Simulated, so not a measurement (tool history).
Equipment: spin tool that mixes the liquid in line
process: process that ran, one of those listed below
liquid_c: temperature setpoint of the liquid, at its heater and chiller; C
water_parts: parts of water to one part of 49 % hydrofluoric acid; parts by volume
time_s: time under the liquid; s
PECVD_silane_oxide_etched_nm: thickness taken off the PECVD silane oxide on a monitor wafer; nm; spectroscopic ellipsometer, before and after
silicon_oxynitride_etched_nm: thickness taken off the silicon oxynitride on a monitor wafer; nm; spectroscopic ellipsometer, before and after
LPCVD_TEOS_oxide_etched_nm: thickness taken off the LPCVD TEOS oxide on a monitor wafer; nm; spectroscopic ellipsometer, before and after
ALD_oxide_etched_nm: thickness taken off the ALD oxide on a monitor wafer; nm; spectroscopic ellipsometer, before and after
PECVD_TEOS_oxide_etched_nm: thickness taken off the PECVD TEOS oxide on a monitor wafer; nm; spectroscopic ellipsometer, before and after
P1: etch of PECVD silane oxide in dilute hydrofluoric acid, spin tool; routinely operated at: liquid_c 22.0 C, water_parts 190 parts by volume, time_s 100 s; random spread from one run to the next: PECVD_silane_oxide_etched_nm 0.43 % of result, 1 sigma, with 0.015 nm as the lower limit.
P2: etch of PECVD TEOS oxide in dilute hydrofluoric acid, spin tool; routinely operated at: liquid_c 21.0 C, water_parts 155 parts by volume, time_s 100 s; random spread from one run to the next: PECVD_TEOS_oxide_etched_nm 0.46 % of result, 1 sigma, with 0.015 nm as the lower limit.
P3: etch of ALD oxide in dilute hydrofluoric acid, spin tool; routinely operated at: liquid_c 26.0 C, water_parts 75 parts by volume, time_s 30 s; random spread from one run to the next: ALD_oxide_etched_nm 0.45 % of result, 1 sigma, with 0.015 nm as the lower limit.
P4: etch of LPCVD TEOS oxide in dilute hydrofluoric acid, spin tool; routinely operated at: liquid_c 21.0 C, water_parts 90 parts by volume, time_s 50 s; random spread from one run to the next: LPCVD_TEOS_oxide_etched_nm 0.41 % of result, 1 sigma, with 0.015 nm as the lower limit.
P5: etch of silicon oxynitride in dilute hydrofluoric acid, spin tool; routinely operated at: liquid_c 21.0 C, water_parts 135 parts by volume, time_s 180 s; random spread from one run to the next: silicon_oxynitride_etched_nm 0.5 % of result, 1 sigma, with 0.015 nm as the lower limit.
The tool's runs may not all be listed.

run 1 hour=6.2 | process=P1 liquid_c=22.0 water_parts=190 time_s=100 | PECVD_silane_oxide_etched_nm=13.8210
run 2 hour=18.5 | process=P5 liquid_c=21.0 water_parts=135 time_s=280 | silicon_oxynitride_etched_nm=6.8130
run 3 hour=25.2 | process=P1 liquid_c=27.5 water_parts=190 time_s=100 | PECVD_silane_oxide_etched_nm=16.9710
run 4 hour=32.7 | process=P4 liquid_c=21.0 water_parts=90 time_s=20 | LPCVD_TEOS_oxide_etched_nm=6.3232
run 5 hour=42.5 | process=P4 liquid_c=21.0 water_parts=90 time_s=50 | LPCVD_TEOS_oxide_etched_nm=15.7740
run 6 hour=54.0 | process=P5 liquid_c=17.0 water_parts=135 time_s=180 | silicon_oxynitride_etched_nm=3.6014
run 7 hour=65.1 | process=P5 liquid_c=21.0 water_parts=135 time_s=180 | silicon_oxynitride_etched_nm=4.3865
run 8 hour=73.6 | process=P3 liquid_c=26.0 water_parts=75 time_s=30 | ALD_oxide_etched_nm=11.5440
run 9 hour=84.0 | process=P3 liquid_c=34.0 water_parts=75 time_s=30 | ALD_oxide_etched_nm=15.6740
run 10 hour=96.2 | process=P1 liquid_c=22.0 water_parts=190 time_s=100 | PECVD_silane_oxide_etched_nm=13.9500
run 11 hour=106.6 | process=P1 liquid_c=22.0 water_parts=190 time_s=100 | PECVD_silane_oxide_etched_nm=13.9310
run 12 hour=118.2 | process=P2 liquid_c=21.0 water_parts=155 time_s=100 | PECVD_TEOS_oxide_etched_nm=15.5270
run 13 hour=131.1 | process=P4 liquid_c=21.0 water_parts=90 time_s=50 | LPCVD_TEOS_oxide_etched_nm=15.9570
run 14 hour=138.7 | process=P4 liquid_c=27.5 water_parts=90 time_s=50 | LPCVD_TEOS_oxide_etched_nm=20.6000
run 15 hour=149.9 | process=P3 liquid_c=26.0 water_parts=120 time_s=30 | ALD_oxide_etched_nm=6.8659
run 16 hour=161.6 | process=P2 liquid_c=21.0 water_parts=155 time_s=175 | PECVD_TEOS_oxide_etched_nm=27.3780
run 17 hour=172.6 | process=P1 liquid_c=22.0 water_parts=290 time_s=100 | PECVD_silane_oxide_etched_nm=8.2800
run 18 hour=184.5 | process=P5 liquid_c=21.0 water_parts=135 time_s=180 | silicon_oxynitride_etched_nm=4.3727
run 19 hour=194.1 | process=P1 liquid_c=22.0 water_parts=270 time_s=55 | PECVD_silane_oxide_etched_nm=4.9824
run 20 hour=203.4 | process=P2 liquid_c=21.0 water_parts=155 time_s=100 | PECVD_TEOS_oxide_etched_nm=15.6250
run 21 hour=214.2 | process=P5 liquid_c=21.0 water_parts=55 time_s=180 | silicon_oxynitride_etched_nm=11.5430
run 22 hour=220.4 | process=P2 liquid_c=29.0 water_parts=155 time_s=100 | PECVD_TEOS_oxide_etched_nm=21.1260
run 23 hour=227.4 | process=P1 liquid_c=22.0 water_parts=190 time_s=100 | PECVD_silane_oxide_etched_nm=13.9510
run 24 hour=236.8 | process=P3 liquid_c=26.0 water_parts=75 time_s=30 | ALD_oxide_etched_nm=11.5290
run 25 hour=242.8 | process=P1 liquid_c=22.0 water_parts=110 time_s=100 | PECVD_silane_oxide_etched_nm=26.4280
run 26 hour=254.3 | process=P1 liquid_c=17.0 water_parts=190 time_s=25 | PECVD_silane_oxide_etched_nm=2.8664
run 27 hour=267.4 | process=P4 liquid_c=21.0 water_parts=160 time_s=50 | LPCVD_TEOS_oxide_etched_nm=8.2529
run 28 hour=277.0 | process=P2 liquid_c=21.0 water_parts=245 time_s=100 | PECVD_TEOS_oxide_etched_nm=8.9514
run 29 hour=289.0 | process=P3 liquid_c=26.0 water_parts=75 time_s=60 | ALD_oxide_etched_nm=23.1580
run 30 hour=296.1 | process=P1 liquid_c=22.0 water_parts=190 time_s=165 | PECVD_silane_oxide_etched_nm=23.0990
run 31 hour=302.8 | process=P1 liquid_c=22.0 water_parts=190 time_s=15 | PECVD_silane_oxide_etched_nm=2.1070
run 32 hour=310.3 | process=P1 liquid_c=17.0 water_parts=190 time_s=100 | PECVD_silane_oxide_etched_nm=11.4170
run 33 hour=322.7 | process=P1 liquid_c=22.0 water_parts=190 time_s=100 | PECVD_silane_oxide_etched_nm=13.8260
run 34 hour=329.2 | process=P1 liquid_c=22.0 water_parts=190 time_s=100 | PECVD_silane_oxide_etched_nm=13.8740
run 35 hour=339.2 | process=P1 liquid_c=22.0 water_parts=190 time_s=100 | PECVD_silane_oxide_etched_nm=14.4210
run 36 hour=347.1 | process=P1 liquid_c=22.0 water_parts=190 time_s=100 | PECVD_silane_oxide_etched_nm=14.7730
run 37 hour=359.9 | process=P1 liquid_c=22.0 water_parts=190 time_s=100 | PECVD_silane_oxide_etched_nm=14.9170
run 38 hour=372.7 | process=P1 liquid_c=22.0 water_parts=190 time_s=100 | PECVD_silane_oxide_etched_nm=15.0740
run 39 hour=383.6 | process=P1 liquid_c=22.0 water_parts=190 time_s=100 | PECVD_silane_oxide_etched_nm=15.2140
run 40 hour=389.6 | process=P1 liquid_c=22.0 water_parts=190 time_s=100 | PECVD_silane_oxide_etched_nm=15.1660
run 41 hour=399.0 | process=P1 liquid_c=22.0 water_parts=190 time_s=100 | PECVD_silane_oxide_etched_nm=15.1870
run 42 hour=409.1 | process=P1 liquid_c=22.0 water_parts=190 time_s=100 | PECVD_silane_oxide_etched_nm=15.2260
run 43 hour=419.0 | process=P1 liquid_c=22.0 water_parts=190 time_s=100 | PECVD_silane_oxide_etched_nm=15.1820

The output of P1 has drifted from where it used to be. Each of the 2 causes below, taken at the size shown beside it, accounts for the log equally well:
A: hydrofluoric acid flow above the setpoint (%) = 7.7
B: liquid hotter than its thermometer reads (K) = 2.36
The onset of the drift is placed at about hour 329.2.

Listed below are the offered check runs, one wafer per run, with question marks in place of results. For which of them would the causes give clearly different outcomes?
run check 1 hour=428.9 | process=P3 liquid_c=26.0 water_parts=100 time_s=55 | ALD_oxide_etched_nm=?
run check 2 hour=428.9 | process=P4 liquid_c=21.0 water_parts=150 time_s=50 | LPCVD_TEOS_oxide_etched_nm=?
run check 3 hour=428.9 | process=P5 liquid_c=17.0 water_parts=55 time_s=180 | silicon_oxynitride_etched_nm=?
run check 4 hour=428.9 | process=P2 liquid_c=28.0 water_parts=155 time_s=100 | PECVD_TEOS_oxide_etched_nm=?

Check results expected under each cause:
check=check_1 result=ALD_oxide_etched_nm if_A=16.7100 if_B=16.8340
check=check_2 result=LPCVD_TEOS_oxide_etched_nm if_A=9.7334 if_B=9.7943
check=check_3 result=silicon_oxynitride_etched_nm if_A=10.0620 if_B=10.5100
check=check_4 result=PECVD_TEOS_oxide_etched_nm if_A=22.2680 if_B=22.2050
How far apart the two closest causes lie, in the result that separates them most: check 1 0.74 %; check 2 0.62 %; check 3 4.35 %; check 4 0.28 %
The causes can be told apart only by check 3. The other checks would give nearly the same results under each of them.

Check 3 has now been run. It gave: silicon_oxynitride_etched_nm 10.4650 nm. Which of the candidate causes is it?

Of the candidate causes, it is B: liquid hotter than its thermometer reads (K).

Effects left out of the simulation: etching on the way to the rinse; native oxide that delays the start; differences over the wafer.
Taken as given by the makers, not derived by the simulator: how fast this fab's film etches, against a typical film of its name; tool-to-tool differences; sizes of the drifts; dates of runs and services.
